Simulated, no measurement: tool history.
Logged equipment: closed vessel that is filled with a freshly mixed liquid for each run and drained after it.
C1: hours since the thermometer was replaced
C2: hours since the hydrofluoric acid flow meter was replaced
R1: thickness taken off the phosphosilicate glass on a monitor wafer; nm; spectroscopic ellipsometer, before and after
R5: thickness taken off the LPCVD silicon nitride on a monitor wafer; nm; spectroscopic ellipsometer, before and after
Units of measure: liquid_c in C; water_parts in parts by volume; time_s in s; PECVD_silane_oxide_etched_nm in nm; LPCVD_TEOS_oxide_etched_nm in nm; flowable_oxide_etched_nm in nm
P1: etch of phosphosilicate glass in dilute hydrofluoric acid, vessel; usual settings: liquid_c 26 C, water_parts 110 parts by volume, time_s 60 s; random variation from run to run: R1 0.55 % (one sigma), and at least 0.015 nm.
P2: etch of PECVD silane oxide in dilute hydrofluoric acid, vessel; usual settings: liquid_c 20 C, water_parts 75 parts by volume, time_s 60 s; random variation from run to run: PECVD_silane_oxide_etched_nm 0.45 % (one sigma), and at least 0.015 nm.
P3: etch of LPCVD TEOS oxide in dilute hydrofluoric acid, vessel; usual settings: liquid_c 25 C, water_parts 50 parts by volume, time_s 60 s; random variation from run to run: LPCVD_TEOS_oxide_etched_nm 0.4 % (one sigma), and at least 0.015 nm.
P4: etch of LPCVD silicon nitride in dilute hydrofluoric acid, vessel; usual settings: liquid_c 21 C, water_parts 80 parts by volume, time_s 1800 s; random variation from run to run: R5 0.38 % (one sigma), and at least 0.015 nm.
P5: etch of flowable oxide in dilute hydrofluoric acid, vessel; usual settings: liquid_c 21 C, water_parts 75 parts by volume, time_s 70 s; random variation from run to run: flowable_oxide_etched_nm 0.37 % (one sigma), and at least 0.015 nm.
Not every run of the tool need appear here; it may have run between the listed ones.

run 1 day=0.346 | process=P1 liquid_c=26 water_parts=110 time_s=60 | C1=616.8 C2=1090.4 | R1=70.835
run 2 day=0.812 | process=P2 liquid_c=20 water_parts=75 time_s=60 | C1=628 C2=1101.6 | PECVD_silane_oxide_etched_nm=34.281
run 3 day=1.142 | process=P3 liquid_c=25 water_parts=50 time_s=60 | C1=635.9 C2=1109.5 | LPCVD_TEOS_oxide_etched_nm=39.304
run 4 day=1.479 | process=P3 liquid_c=25 water_parts=20 time_s=60 | C1=644 C2=1117.6 | LPCVD_TEOS_oxide_etched_nm=102.31
run 5 day=1.912 | process=P1 liquid_c=26 water_parts=110 time_s=60 | C1=654.4 C2=1128 | R1=71.06
run 6 day=2.379 | process=P1 liquid_c=31.5 water_parts=110 time_s=60 | C1=665.6 C2=1139.2 | R1=86.614
run 7 day=2.704 | process=P1 liquid_c=19.5 water_parts=110 time_s=60 | C1=673.4 C2=1147 | R1=53.753
run 8 day=3.317 | process=P5 liquid_c=21 water_parts=30 time_s=70 | C1=688.1 C2=1161.7 | flowable_oxide_etched_nm=103.41
run 9 day=3.846 | process=P1 liquid_c=26 water_parts=110 time_s=100 | C1=700.8 C2=1174.4 | R1=117.97
run 10 day=4.292 | process=P5 liquid_c=29 water_parts=75 time_s=70 | C1=711.5 C2=1185.1 | flowable_oxide_etched_nm=53.593
run 11 day=4.675 | process=P2 liquid_c=20 water_parts=130 time_s=60 | C1=720.7 C2=1194.3 | PECVD_silane_oxide_etched_nm=18.704
run 12 day=5.321 | process=P3 liquid_c=33 water_parts=50 time_s=60 | C1=736.2 C2=1209.8 | LPCVD_TEOS_oxide_etched_nm=53.598
run 13 day=5.812 | process=P2 liquid_c=25.5 water_parts=75 time_s=60 | C1=748 C2=1221.6 | PECVD_silane_oxide_etched_nm=43.164
run 14 day=6.321 | process=P1 liquid_c=26 water_parts=110 time_s=60 | C1=760.2 C2=1233.8 | R1=70.699
run 15 day=6.808 | process=P1 liquid_c=26 water_parts=110 time_s=30 | C1=771.9 C2=1245.5 | R1=35.107
run 16 day=7.146 | process=P3 liquid_c=25 water_parts=50 time_s=105 | C1=780 C2=1253.6 | LPCVD_TEOS_oxide_etched_nm=68.856
run 17 day=7.65 | process=P4 liquid_c=21 water_parts=80 time_s=3215 | C1=792.1 C2=1265.7 | R5=15.633
run 18 day=8.246 | process=P1 liquid_c=26 water_parts=110 time_s=60 | C1=806.4 C2=1280 | R1=70.614
run 19 day=8.725 | process=P5 liquid_c=21 water_parts=75 time_s=70 | C1=817.9 C2=1291.5 | flowable_oxide_etched_nm=38.822
run 20 day=9.192 | process=P1 liquid_c=26 water_parts=200 time_s=60 | C1=829.1 C2=1302.7 | R1=34.885
run 21 day=9.567 | process=P5 liquid_c=21 water_parts=75 time_s=100 | C1=838.1 C2=1311.7 | flowable_oxide_etched_nm=55.407
run 22 day=9.867 | process=P1 liquid_c=26 water_parts=110 time_s=60 | C1=845.3 C2=1318.9 | R1=71.069
run 23 day=10.475 | process=P1 liquid_c=26 water_parts=45 time_s=60 | C1=859.9 C2=1333.5 | R1=188.97
run 24 day=10.888 | process=P1 liquid_c=26 water_parts=165 time_s=35 | C1=869.8 C2=1343.4 | R1=25.608
run 25 day=11.429 | process=P2 liquid_c=20 water_parts=75 time_s=60 | C1=882.8 C2=1356.4 | PECVD_silane_oxide_etched_nm=34.496
run 26 day=12.05 | process=P4 liquid_c=21 water_parts=80 time_s=1800 | C1=897.7 C2=1371.3 | R5=8.7493
run 27 day=12.375 | process=P4 liquid_c=17 water_parts=80 time_s=1800 | C1=905.5 C2=1379.1 | R5=6.6276
run 28 day=12.754 | process=P5 liquid_c=21 water_parts=75 time_s=70 | C1=914.6 C2=1388.2 | flowable_oxide_etched_nm=39.006
run 29 day=13.375 | process=P3 liquid_c=25 water_parts=50 time_s=60 | C1=929.5 C2=1403.1 | LPCVD_TEOS_oxide_etched_nm=39.098
run 30 day=13.792 | process=P4 liquid_c=21 water_parts=35 time_s=1800 | C1=939.5 C2=1413.1 | R5=19.57
run 31 day=14.125 | process=P2 liquid_c=20 water_parts=75 time_s=30 | C1=947.5 C2=1421.1 | PECVD_silane_oxide_etched_nm=17.306
run 32 day=14.45 | process=P1 liquid_c=26 water_parts=110 time_s=60 | C1=955.3 C2=1428.9 | R1=69.971
run 33 day=14.879 | process=P1 liquid_c=26 water_parts=110 time_s=60 | C1=965.6 C2=1439.2 | R1=72.814
run 34 day=15.246 | process=P1 liquid_c=26 water_parts=110 time_s=60 | C1=974.4 C2=1448 | R1=74.496
run 35 day=15.862 | process=P1 liquid_c=26 water_parts=110 time_s=60 | C1=989.2 C2=1462.8 | R1=76.077
run 36 day=16.408 | process=P1 liquid_c=26 water_parts=110 time_s=60 | C1=1002.3 C2=1475.9 | R1=76.471
run 37 day=16.758 | process=P1 liquid_c=26 water_parts=110 time_s=60 | C1=1010.7 C2=1484.3 | R1=76.773
run 38 day=17.188 | process=P1 liquid_c=26 water_parts=110 time_s=60 | C1=1021 C2=1494.6 | R1=77.651
run 39 day=17.688 | process=P1 liquid_c=26 water_parts=110 time_s=60 | C1=1033 C2=1506.6 | R1=77.429
run 40 day=18.192 | process=P1 liquid_c=26 water_parts=110 time_s=60 | C1=1045.1 C2=1518.7 | R1=78.251

Something has made what P1 gives creep away from where it was; the 2 causes below, each at its own stated size, fit the log equally well:
A: liquid hotter than its thermometer reads (K) = 2.42
B: hydrofluoric acid flow above the setpoint (%) = 8.46
The creep began at about day 14.45.

Consider the 4 single-wafer check runs listed below, results given as question marks: which one distinguishes between the causes by giving clearly different results for each?
run check 1 day=18.696 | process=P4 liquid_c=21 water_parts=50 time_s=1800 | R5=?
run check 2 day=18.696 | process=P3 liquid_c=33 water_parts=50 time_s=60 | LPCVD_TEOS_oxide_etched_nm=?
run check 3 day=18.696 | process=P2 liquid_c=24.5 water_parts=75 time_s=60 | PECVD_silane_oxide_etched_nm=?
run check 4 day=18.696 | process=P5 liquid_c=25 water_parts=75 time_s=70 | flowable_oxide_etched_nm=?

What every check run would give for each of its results, assuming each possible cause in turn:
check=check_1 result=R5 if_A=16.313 if_B=14.963
check=check_2 result=LPCVD_TEOS_oxide_etched_nm if_A=58.991 if_B=58.748
check=check_3 result=PECVD_silane_oxide_etched_nm if_A=45.532 if_B=45.194
check=check_4 result=flowable_oxide_etched_nm if_A=50.459 if_B=50.109
Per check, the gap between the least separated pair of causes, taken in the result that splits them most: check 1 8.63 %; check 2 0.41 %; check 3 0.75 %; check 4 0.69 %
Check 1 is the one run that separates the causes; every other check would come out nearly the same whichever cause is at work.

Running check 1 produced the following: R5 15.001 nm. Which one of the listed causes fits?

The correct cause is B, namely: hydrofluoric acid flow above the setpoint (%).
